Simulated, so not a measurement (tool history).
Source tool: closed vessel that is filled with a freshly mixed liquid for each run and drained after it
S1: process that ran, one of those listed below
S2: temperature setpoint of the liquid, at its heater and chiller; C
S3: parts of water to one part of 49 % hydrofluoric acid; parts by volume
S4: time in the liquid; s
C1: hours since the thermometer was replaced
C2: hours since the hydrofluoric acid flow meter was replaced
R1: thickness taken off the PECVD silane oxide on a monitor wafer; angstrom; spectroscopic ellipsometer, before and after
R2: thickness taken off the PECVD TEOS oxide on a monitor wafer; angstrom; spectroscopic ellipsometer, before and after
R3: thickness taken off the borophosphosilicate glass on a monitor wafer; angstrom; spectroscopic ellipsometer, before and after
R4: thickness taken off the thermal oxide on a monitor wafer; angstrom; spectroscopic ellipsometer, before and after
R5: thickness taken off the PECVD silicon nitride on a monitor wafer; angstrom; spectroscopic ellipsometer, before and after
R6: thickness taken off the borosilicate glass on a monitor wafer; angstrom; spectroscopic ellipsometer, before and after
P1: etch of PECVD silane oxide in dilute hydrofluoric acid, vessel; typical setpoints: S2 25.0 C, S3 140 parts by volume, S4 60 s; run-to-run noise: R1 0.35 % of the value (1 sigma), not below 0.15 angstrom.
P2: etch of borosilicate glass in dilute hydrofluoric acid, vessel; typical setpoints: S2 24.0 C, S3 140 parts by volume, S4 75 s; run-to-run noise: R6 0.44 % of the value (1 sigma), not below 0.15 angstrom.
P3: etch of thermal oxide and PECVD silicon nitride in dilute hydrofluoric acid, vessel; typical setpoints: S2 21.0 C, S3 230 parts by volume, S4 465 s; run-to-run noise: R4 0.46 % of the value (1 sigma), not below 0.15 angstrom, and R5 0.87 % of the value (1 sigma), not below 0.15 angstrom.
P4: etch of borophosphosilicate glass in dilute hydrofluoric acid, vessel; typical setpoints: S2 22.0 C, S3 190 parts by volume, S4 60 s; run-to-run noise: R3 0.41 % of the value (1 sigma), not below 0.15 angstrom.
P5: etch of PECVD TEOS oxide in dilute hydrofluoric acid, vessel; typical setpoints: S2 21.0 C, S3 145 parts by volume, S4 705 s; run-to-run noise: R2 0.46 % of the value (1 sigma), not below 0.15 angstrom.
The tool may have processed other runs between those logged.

Run 1, day 0.225: S1 P1, S2 25.0 C, S3 140 parts by volume, S4 60 s; C1 1498.4; C2 744.6. Result: R1 120.720 angstrom.
Run 2, day 0.383: S1 P1, S2 25.0 C, S3 35 parts by volume, S4 60 s; C1 1502.2; C2 748.4. Result: R1 554.640 angstrom.
Run 3, day 0.658: S1 P5, S2 21.0 C, S3 145 parts by volume, S4 705 s; C1 1508.8; C2 755.0. Result: R2 577.84 angstrom.
At day 0.792: thermometer replaced.
Run 4, day 0.983: S1 P1, S2 17.0 C, S3 140 parts by volume, S4 60 s; C1 4.6; C2 762.8. Result: R1 88.286 angstrom.
Run 5, day 1.292: S1 P1, S2 25.0 C, S3 140 parts by volume, S4 110 s; C1 12.0; C2 770.2. Result: R1 222.270 angstrom.
Run 6, day 1.483: S1 P4, S2 26.5 C, S3 190 parts by volume, S4 60 s; C1 16.6; C2 774.8. Result: R3 147.78 angstrom.
Run 7, day 1.712: S1 P1, S2 25.0 C, S3 140 parts by volume, S4 60 s; C1 22.1; C2 780.3. Result: R1 121.550 angstrom.
Run 8, day 1.958: S1 P1, S2 25.0 C, S3 140 parts by volume, S4 60 s; C1 28.0; C2 786.2. Result: R1 122.410 angstrom.
Run 9, day 2.142: S1 P3, S2 17.0 C, S3 230 parts by volume, S4 465 s; C1 32.4; C2 790.6. Result: R4 64.432 angstrom, R5 25.238 angstrom.
Run 10, day 2.458: S1 P4, S2 22.0 C, S3 120 parts by volume, S4 60 s; C1 40.0; C2 798.2. Result: R3 214.45 angstrom.
Run 11, day 2.625: S1 P2, S2 24.0 C, S3 140 parts by volume, S4 75 s; C1 44.0; C2 802.2. Result: R6 280.44 angstrom.
Run 12, day 2.925: S1 P2, S2 29.5 C, S3 140 parts by volume, S4 75 s; C1 51.2; C2 809.4. Result: R6 349.56 angstrom.
Run 13, day 3.183: S1 P3, S2 21.0 C, S3 230 parts by volume, S4 465 s; C1 57.4; C2 815.6. Result: R4 75.845 angstrom, R5 32.496 angstrom.
Run 14, day 3.462: S1 P2, S2 24.0 C, S3 140 parts by volume, S4 75 s; C1 64.1; C2 822.3. Result: R6 279.33 angstrom.
Run 15, day 3.746: S1 P5, S2 17.0 C, S3 145 parts by volume, S4 705 s; C1 70.9; C2 829.1. Result: R2 495.08 angstrom.
Run 16, day 4.058: S1 P2, S2 24.0 C, S3 140 parts by volume, S4 110 s; C1 78.4; C2 836.6. Result: R6 411.36 angstrom.
Run 17, day 4.296: S1 P4, S2 22.0 C, S3 190 parts by volume, S4 60 s; C1 84.1; C2 842.3. Result: R3 126.53 angstrom.
Run 18, day 4.617: S1 P5, S2 21.0 C, S3 145 parts by volume, S4 180 s; C1 91.8; C2 850.0. Result: R2 148.68 angstrom.
Run 19, day 4.833: S1 P3, S2 21.0 C, S3 230 parts by volume, S4 465 s; C1 97.0; C2 855.2. Result: R4 76.063 angstrom, R5 32.837 angstrom.
Run 20, day 5.088: S1 P5, S2 21.0 C, S3 55 parts by volume, S4 705 s; C1 103.1; C2 861.3. Result: R2 1706.30 angstrom.
Run 21, day 5.329: S1 P3, S2 21.0 C, S3 420 parts by volume, S4 465 s; C1 108.9; C2 867.1. Result: R4 35.059 angstrom, R5 18.382 angstrom.
Run 22, day 5.550: S1 P1, S2 25.0 C, S3 140 parts by volume, S4 60 s; C1 114.2; C2 872.4. Result: R1 121.910 angstrom.
Run 23, day 5.704: S1 P1, S2 30.0 C, S3 140 parts by volume, S4 60 s; C1 117.9; C2 876.1. Result: R1 146.450 angstrom.
Run 24, day 5.921: S1 P1, S2 25.0 C, S3 140 parts by volume, S4 30 s; C1 123.1; C2 881.3. Result: R1 60.512 angstrom.
Run 25, day 6.221: S1 P1, S2 25.0 C, S3 215 parts by volume, S4 60 s; C1 130.3; C2 888.5. Result: R1 72.911 angstrom.
Run 26, day 6.492: S1 P4, S2 22.0 C, S3 190 parts by volume, S4 110 s; C1 136.8; C2 895.0. Result: R3 230.75 angstrom.
Run 27, day 6.729: S1 P2, S2 24.0 C, S3 215 parts by volume, S4 75 s; C1 142.5; C2 900.7. Result: R6 168.52 angstrom.
Run 28, day 6.992: S1 P1, S2 30.0 C, S3 65 parts by volume, S4 60 s; C1 148.8; C2 907.0. Result: R1 350.750 angstrom.
Run 29, day 7.146: S1 P3, S2 21.0 C, S3 230 parts by volume, S4 200 s; C1 152.5; C2 910.7. Result: R4 32.940 angstrom, R5 13.948 angstrom.
Run 30, day 7.450: S1 P1, S2 25.0 C, S3 140 parts by volume, S4 60 s; C1 159.8; C2 918.0. Result: R1 121.790 angstrom.
Run 31, day 7.750: S1 P1, S2 25.0 C, S3 140 parts by volume, S4 60 s; C1 167.0; C2 925.2. Result: R1 116.850 angstrom.
Run 32, day 8.025: S1 P1, S2 25.0 C, S3 140 parts by volume, S4 60 s; C1 173.6; C2 931.8. Result: R1 113.640 angstrom.
Run 33, day 8.254: S1 P1, S2 25.0 C, S3 140 parts by volume, S4 60 s; C1 179.1; C2 937.3. Result: R1 113.100 angstrom.
Run 34, day 8.567: S1 P1, S2 25.0 C, S3 140 parts by volume, S4 60 s; C1 186.6; C2 944.8. Result: R1 112.610 angstrom.
Run 35, day 8.792: S1 P1, S2 25.0 C, S3 140 parts by volume, S4 60 s; C1 192.0; C2 950.2. Result: R1 111.820 angstrom.
Run 36, day 9.104: S1 P1, S2 25.0 C, S3 140 parts by volume, S4 60 s; C1 199.5; C2 957.7. Result: R1 111.870 angstrom.
Run 37, day 9.267: S1 P1, S2 25.0 C, S3 140 parts by volume, S4 60 s; C1 203.4; C2 961.6. Result: R1 111.180 angstrom.
Run 38, day 9.504: S1 P1, S2 25.0 C, S3 140 parts by volume, S4 60 s; C1 209.1; C2 967.3. Result: R1 111.140 angstrom.
Run 39, day 9.667: S1 P1, S2 25.0 C, S3 140 parts by volume, S4 60 s; C1 213.0; C2 971.2. Result: R1 111.020 angstrom.

What P1 gives has crept away from where it was. These 2 causes fit the log equally well, each at the size given:
A: liquid colder than its thermometer reads (K) = 2.29
B: hydrofluoric acid flow below the setpoint (%) = 7.23
At approximately day 7.450, the process output began to creep.

Which of the 4 check runs listed below separates the causes, so that each cause would produce a clearly different result? Each run uses one wafer, and its results are marked with question marks.
Run check 1, day 9.829: S1 P3, S2 21.0 C, S3 230 parts by volume, S4 465 s. Result: R4 ?, R5 ?.
Run check 2, day 9.829: S1 P5, S2 21.0 C, S3 145 parts by volume, S4 705 s. Result: R2 ?.
Run check 3, day 9.829: S1 P2, S2 24.0 C, S3 140 parts by volume, S4 75 s. Result: R6 ?.
Run check 4, day 9.829: S1 P4, S2 22.0 C, S3 190 parts by volume, S4 60 s. Result: R3 ?.

What every check run would give for each of its results, assuming each possible cause in turn:
  check  result    if A    if B
check 1      R4  69.453  69.088
check 1      R5  28.219  30.443
check 2      R2  527.89  530.25
check 3      R6  257.15  257.56
check 4      R3  115.09  114.84
Minimum pairwise separation of causes per check, each pair taken at its best-separating result: check 1 7.58 %; check 2 0.45 %; check 3 0.16 %; check 4 0.22 %
Check 1 is the one run that separates the causes; every other check would come out nearly the same whichever cause is at work.

With check 1 done, the readings were: R4 69.815 angstrom; R5 28.325 angstrom. Identify which of the listed causes applies.

It is A: liquid colder than its thermometer reads (K).
